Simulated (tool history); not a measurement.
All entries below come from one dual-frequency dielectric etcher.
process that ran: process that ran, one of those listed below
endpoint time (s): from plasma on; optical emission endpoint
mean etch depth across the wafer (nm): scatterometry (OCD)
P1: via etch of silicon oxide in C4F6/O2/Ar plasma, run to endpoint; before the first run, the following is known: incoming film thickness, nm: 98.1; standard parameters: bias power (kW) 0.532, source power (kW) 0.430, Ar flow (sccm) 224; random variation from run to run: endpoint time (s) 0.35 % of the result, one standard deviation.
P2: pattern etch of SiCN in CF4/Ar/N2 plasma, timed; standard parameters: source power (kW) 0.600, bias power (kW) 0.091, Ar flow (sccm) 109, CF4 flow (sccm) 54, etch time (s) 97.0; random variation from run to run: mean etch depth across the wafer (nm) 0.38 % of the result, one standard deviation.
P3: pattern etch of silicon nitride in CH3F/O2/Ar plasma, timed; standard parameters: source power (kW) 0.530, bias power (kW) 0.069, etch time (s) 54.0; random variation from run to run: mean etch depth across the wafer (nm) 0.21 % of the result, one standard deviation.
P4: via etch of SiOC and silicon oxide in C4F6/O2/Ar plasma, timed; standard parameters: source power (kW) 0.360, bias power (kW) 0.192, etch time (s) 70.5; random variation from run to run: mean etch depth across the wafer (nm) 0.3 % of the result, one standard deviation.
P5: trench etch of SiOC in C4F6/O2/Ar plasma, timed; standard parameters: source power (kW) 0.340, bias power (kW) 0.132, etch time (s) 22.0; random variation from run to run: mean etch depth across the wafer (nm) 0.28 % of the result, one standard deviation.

run	day	process that ran	bias power (kW)	source power (kW)	Ar flow (sccm)	etch time (s)	CF4 flow (sccm)	hours since the last wet clean	hours since the last bias power generator calibration	hours since the last source power generator calibration	hours since the last Ar flow controller change	endpoint time (s)	mean etch depth across the wafer (nm)
1	0.312	P1	0.532	0.430	224			110.9	1980.7	1618.7	1042.8	20.257	
2	0.592	P1	0.532	0.430	224			117.6	1987.4	1625.4	1049.5	20.369	
3	0.958	P1	0.683	0.430	224			126.4	1996.2	1634.2	1058.3	18.373	
# day 1.154: wet clean of the chamber
4	1.179	P5	0.132	0.460		22.0		0.7	2001.5	1639.5	1063.6		45.136
5	1.546	P1	0.532	0.430	224			9.5	2010.3	1648.3	1072.4	20.320	
6	1.754	P1	0.532	0.430	224			14.5	2015.3	1653.3	1077.4	20.103	
7	2.079	P5	0.132	0.340		30.0		22.3	2023.1	1661.1	1085.2		54.733
8	2.379	P4	0.192	0.360		39.0		29.5	2030.3	1668.3	1092.4		41.893
9	2.771	P4	0.192	0.360		70.5		38.9	2039.7	1677.7	1101.8		75.560
# day 2.942: Ar flow controller replaced
10	3.017	P3	0.069	0.530		54.0		44.8	2045.6	1683.6	1.9		41.683
11	3.225	P1	0.532	0.430	141			49.8	2050.6	1688.6	6.9	19.348	
12	3.450	P3	0.069	0.420		54.0		55.2	2056.0	1694.0	12.3		38.185
13	3.625	P2	0.091	0.600	109	97.0	70	59.4	2060.2	1698.2	16.5		113.350
14	3.821	P1	0.328	0.430	224			64.1	2064.9	1702.9	21.2	24.136	
15	4.142	P1	0.532	0.430	224			71.8	2072.6	1710.6	28.9	20.271	
16	4.521	P1	0.386	0.430	295			80.9	2081.7	1719.7	38.0	23.520	
17	4.821	P1	0.532	0.250	224			88.1	2088.9	1726.9	45.2	24.837	
18	5.004	P4	0.192	0.360		70.5		92.5	2093.3	1731.3	49.6		75.798
19	5.400	P1	0.532	0.430	291			102.0	2102.8	1740.8	59.1	20.954	
20	5.725	P4	0.144	0.360		70.5		109.8	2110.6	1748.6	66.9		68.862
21	5.946	P2	0.091	0.600	109	97.0	54	115.1	2115.9	1753.9	72.2		110.050
22	6.342	P1	0.532	0.290	148			124.6	2125.4	1763.4	81.7	22.468	
23	6.746	P1	0.532	0.510	224			134.3	2135.1	1773.1	91.4	19.112	
24	7.050	P2	0.091	0.600	147	97.0	54	141.6	2142.4	1780.4	98.7		104.630
25	7.271	P1	0.697	0.430	174			146.9	2147.7	1785.7	104.0	17.826	
26	7.462	P3	0.069	0.530		68.5		151.5	2152.3	1790.3	108.6		52.925
27	7.733	P5	0.107	0.340		22.0		158.0	2158.8	1796.8	115.1		37.750
28	7.992	P1	0.532	0.430	224			164.2	2165.0	1803.0	121.3	20.245	
29	8.308	P5	0.132	0.340		22.0		171.8	2172.6	1810.6	128.9		39.937
30	8.538	P4	0.192	0.280		70.5		177.3	2178.1	1816.1	134.4		68.621
31	8.850	P2	0.091	0.410	109	97.0	54	184.8	2185.6	1823.6	141.9		78.896
32	9.150	P2	0.117	0.600	109	97.0	54	192.0	2192.8	1830.8	149.1		120.040
33	9.367	P2	0.091	0.600	109	76.0	54	197.2	2198.0	1836.0	154.3		85.807
34	9.604	P3	0.083	0.530		54.0		202.9	2203.7	1841.7	160.0		44.254
35	9.796	P1	0.532	0.430	224			207.5	2208.3	1846.3	164.6	20.338	
36	10.117	P1	0.532	0.430	224			215.2	2216.0	1854.0	172.3	20.517	
37	10.417	P1	0.532	0.430	224			222.4	2223.2	1861.2	179.5	20.309	
38	10.688	P1	0.532	0.430	224			228.9	2229.7	1867.7	186.0	20.487	
# day 11.029: wet clean of the chamber
39	11.058	P1	0.532	0.430	224			0.7	2238.6	1876.6	194.9	20.547	
40	11.362	P1	0.532	0.430	224			8.0	2245.9	1883.9	202.2	20.591	
41	11.746	P1	0.532	0.430	224			17.2	2255.1	1893.1	211.4	20.672	
42	12.133	P1	0.532	0.430	224			26.5	2264.4	1902.4	220.7	20.652	
43	12.488	P1	0.532	0.430	224			35.0	2272.9	1910.9	229.2	20.685	
44	12.879	P1	0.532	0.430	224			44.4	2282.3	1920.3	238.6	20.580	
45	13.288	P1	0.532	0.430	224			54.2	2292.1	1930.1	248.4	20.729	

P1 no longer gives what it gave before; its output has crept away from where it was. The following 2 causes, each at its listed size, fit the log equally well:
A: bias power that arrives under what is set, % = 4.54
B: source power that arrives under what is set, % = 4.62
Onset of the creep was near day 9.796.
Each remaining cause and why it is not a fit:
chamber walls in a state that lowers the etch rate, %: was serviced at day 11.029, once the creep was under way, yet the earlier output never came back
Ar flow that arrives over what is set, %: can reach only 8, and even then endpoint time (s) would move by +0.9 %, too little or the wrong way

The 4 check runs listed below each average the results of 2 wafers, and their outcomes are marked with question marks. Under which run would the listed causes produce clearly different results?
check 1	13.696	P2	0.091	0.600	109	97.0	54						?
check 2	13.696	P5	0.132	0.340		22.0							?
check 3	13.696	P4	0.192	0.360		70.5							?
check 4	13.696	P3	0.069	0.530		54.0							?

If the cause were each of the candidates in turn, the checks would give the following:
check	result	if A	if B
check 1	mean etch depth across the wafer (nm)	107.650	105.130
check 2	mean etch depth across the wafer (nm)	39.654	39.461
check 3	mean etch depth across the wafer (nm)	74.396	74.173
check 4	mean etch depth across the wafer (nm)	40.999	40.885
Per-check spread between the two closest causes, in the result where they differ most: check 1 2.37 %; check 2 0.49 %; check 3 0.3 %; check 4 0.28 %
The causes can be told apart only by check 1. The other checks would give nearly the same results under each of them.

After running check 1, the following was obtained: mean etch depth across the wafer (nm) 104.850. Which cause does this point to?

The cause is B: source power that arrives under what is set, %.
